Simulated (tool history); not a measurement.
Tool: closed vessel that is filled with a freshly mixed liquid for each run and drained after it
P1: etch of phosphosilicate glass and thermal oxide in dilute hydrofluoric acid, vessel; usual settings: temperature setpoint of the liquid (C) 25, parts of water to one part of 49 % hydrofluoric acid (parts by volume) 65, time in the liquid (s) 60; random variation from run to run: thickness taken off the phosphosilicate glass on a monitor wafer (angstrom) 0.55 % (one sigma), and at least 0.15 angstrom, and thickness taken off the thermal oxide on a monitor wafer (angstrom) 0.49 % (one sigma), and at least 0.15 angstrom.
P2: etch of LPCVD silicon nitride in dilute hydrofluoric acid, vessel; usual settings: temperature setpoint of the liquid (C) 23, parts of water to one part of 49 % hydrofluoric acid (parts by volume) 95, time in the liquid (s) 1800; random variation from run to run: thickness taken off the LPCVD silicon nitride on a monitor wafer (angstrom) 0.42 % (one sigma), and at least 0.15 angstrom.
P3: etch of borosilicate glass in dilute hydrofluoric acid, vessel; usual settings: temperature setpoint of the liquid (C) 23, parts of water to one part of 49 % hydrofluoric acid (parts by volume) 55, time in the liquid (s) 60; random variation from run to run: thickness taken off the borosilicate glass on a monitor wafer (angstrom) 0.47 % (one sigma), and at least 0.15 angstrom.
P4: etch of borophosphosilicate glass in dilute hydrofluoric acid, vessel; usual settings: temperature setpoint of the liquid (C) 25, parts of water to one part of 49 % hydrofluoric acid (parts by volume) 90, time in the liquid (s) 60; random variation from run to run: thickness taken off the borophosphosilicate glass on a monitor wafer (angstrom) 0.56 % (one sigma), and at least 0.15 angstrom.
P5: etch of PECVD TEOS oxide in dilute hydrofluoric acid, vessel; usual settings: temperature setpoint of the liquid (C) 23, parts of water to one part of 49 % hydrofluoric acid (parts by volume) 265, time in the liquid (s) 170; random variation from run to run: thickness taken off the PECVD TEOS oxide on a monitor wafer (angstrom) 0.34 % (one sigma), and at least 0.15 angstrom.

| run | hour | process that ran | temperature setpoint of the liquid (C) | parts of water to one part of 49 % hydrofluoric acid (parts by volume) | time in the liquid (s) | hours since the thermometer was replaced | hours since the hydrofluoric acid flow meter was replaced | thickness taken off the phosphosilicate glass on a monitor wafer (angstrom) | thickness taken off the thermal oxide on a monitor wafer (angstrom) | thickness taken off the LPCVD silicon nitride on a monitor wafer (angstrom) | thickness taken off the borosilicate glass on a monitor wafer (angstrom) | thickness taken off the borophosphosilicate glass on a monitor wafer (angstrom) | thickness taken off the PECVD TEOS oxide on a monitor wafer (angstrom) |
|---|---|---|---|---|---|---|---|---|---|---|---|---|---|
| 1 | 9.4 | P1 | 25 | 65 | 60 | 683.4 | 839.2 | 1976.2 | 44.521 |  |  |  |  |
| 2 | 18.3 | P2 | 23 | 95 | 320 | 692.3 | 848.1 |  |  | 15.731 |  |  |  |
| 3 | 30.7 | P1 | 25 | 65 | 60 | 704.7 | 860.5 | 1978.3 | 44.567 |  |  |  |  |
| 4 | 39.2 | P3 | 23 | 55 | 60 | 713.2 | 869 |  |  |  | 203.34 |  |  |
| 5 | 49.2 | P4 | 25 | 145 | 60 | 723.2 | 879 |  |  |  |  | 145.61 |  |
| 6 | 58.2 | P4 | 33 | 90 | 60 | 732.2 | 888 |  |  |  |  | 340.71 |  |
| 7 | 64.9 | P5 | 23 | 265 | 170 | 738.9 | 894.7 |  |  |  |  |  | 110.14 |
| 8 | 76.2 | P4 | 25 | 90 | 60 | 750.2 | 906 |  |  |  |  | 249.91 |  |
| 9 | 84.6 | P1 | 25 | 95 | 60 | 758.6 | 914.4 | 1310.2 | 29.167 |  |  |  |  |
| 10 | 93.8 | P3 | 23 | 25 | 60 | 767.8 | 923.6 |  |  |  | 463.12 |  |  |
| 11 | 101.4 | P2 | 28.5 | 95 | 1800 | 775.4 | 931.2 |  |  | 126.87 |  |  |  |
| 12 | 115.4 | P1 | 25 | 65 | 60 | 789.4 | 945.2 | 2005 | 44.788 |  |  |  |  |
|  | 122.8 | hydrofluoric acid flow meter replaced |
| 13 | 125.6 | P2 | 23 | 175 | 1800 | 799.6 | 2.8 |  |  | 48.996 |  |  |  |
| 14 | 134.5 | P3 | 23 | 55 | 60 | 808.5 | 11.7 |  |  |  | 204.11 |  |  |
| 15 | 149.2 | P4 | 25 | 90 | 60 | 823.2 | 26.4 |  |  |  |  | 247.63 |  |
| 16 | 156.9 | P1 | 17 | 65 | 60 | 830.9 | 34.1 | 1418.9 | 31.936 |  |  |  |  |
| 17 | 166 | P5 | 23 | 70 | 170 | 840 | 43.2 |  |  |  |  |  | 511.5 |
| 18 | 178.1 | P3 | 23 | 55 | 30 | 852.1 | 55.3 |  |  |  | 102.29 |  |  |
| 19 | 189.2 | P4 | 25 | 90 | 110 | 863.2 | 66.4 |  |  |  |  | 456.55 |  |
| 20 | 199.1 | P5 | 23 | 265 | 260 | 873.1 | 76.3 |  |  |  |  |  | 168.46 |
| 21 | 210.3 | P1 | 25 | 65 | 60 | 884.3 | 87.5 | 2018.5 | 44.54 |  |  |  |  |
| 22 | 217.7 | P1 | 25 | 65 | 60 | 891.7 | 94.9 | 1984.7 | 44.536 |  |  |  |  |
| 23 | 226.7 | P1 | 25 | 65 | 30 | 900.7 | 103.9 | 995.47 | 22.287 |  |  |  |  |
| 24 | 240.3 | P1 | 18.5 | 65 | 110 | 914.3 | 117.5 | 2799.4 | 62.819 |  |  |  |  |
| 25 | 253.6 | P1 | 25 | 20 | 60 | 927.6 | 130.8 | 6870.8 | 155.36 |  |  |  |  |
| 26 | 264.9 | P5 | 17 | 265 | 170 | 938.9 | 142.1 |  |  |  |  |  | 87.534 |
| 27 | 278.3 | P1 | 25 | 65 | 60 | 952.3 | 155.5 | 1985 | 44.904 |  |  |  |  |
| 28 | 288.3 | P2 | 23 | 95 | 1800 | 962.3 | 165.5 |  |  | 88.215 |  |  |  |
| 29 | 299.6 | P1 | 17.5 | 65 | 30 | 973.6 | 176.8 | 723.91 | 16.278 |  |  |  |  |
| 30 | 314.4 | P1 | 25 | 65 | 60 | 988.4 | 191.6 | 1987 | 44.581 |  |  |  |  |
| 31 | 323 | P3 | 17 | 55 | 60 | 997 | 200.2 |  |  |  | 158.47 |  |  |
| 32 | 332.9 | P1 | 25 | 65 | 105 | 1006.9 | 210.1 | 3516.1 | 78.803 |  |  |  |  |
| 33 | 346.3 | P1 | 32 | 65 | 60 | 1020.3 | 223.5 | 2618.9 | 58.213 |  |  |  |  |
| 34 | 356.4 | P5 | 23 | 265 | 170 | 1030.4 | 233.6 |  |  |  |  |  | 109.33 |
| 35 | 368.5 | P1 | 25 | 65 | 60 | 1042.5 | 245.7 | 1985.4 | 44.662 |  |  |  |  |
| 36 | 381.3 | P1 | 25 | 65 | 60 | 1055.3 | 258.5 | 2079.1 | 45.776 |  |  |  |  |
| 37 | 393.1 | P1 | 25 | 65 | 60 | 1067.1 | 270.3 | 2095.5 | 46.836 |  |  |  |  |
| 38 | 407 | P1 | 25 | 65 | 60 | 1081 | 284.2 | 2119.5 | 47.062 |  |  |  |  |

Forecast run 39:
| 39 | 419 | P1 | 25 | 65 | 60 | 1093 | 296.2 | ? | ? |  |  |  |  |

{"run 39": {"thickness taken off the phosphosilicate glass on a monitor wafer (angstrom)": 2122.5, "thickness taken off the thermal oxide on a monitor wafer (angstrom)": 47.845}}
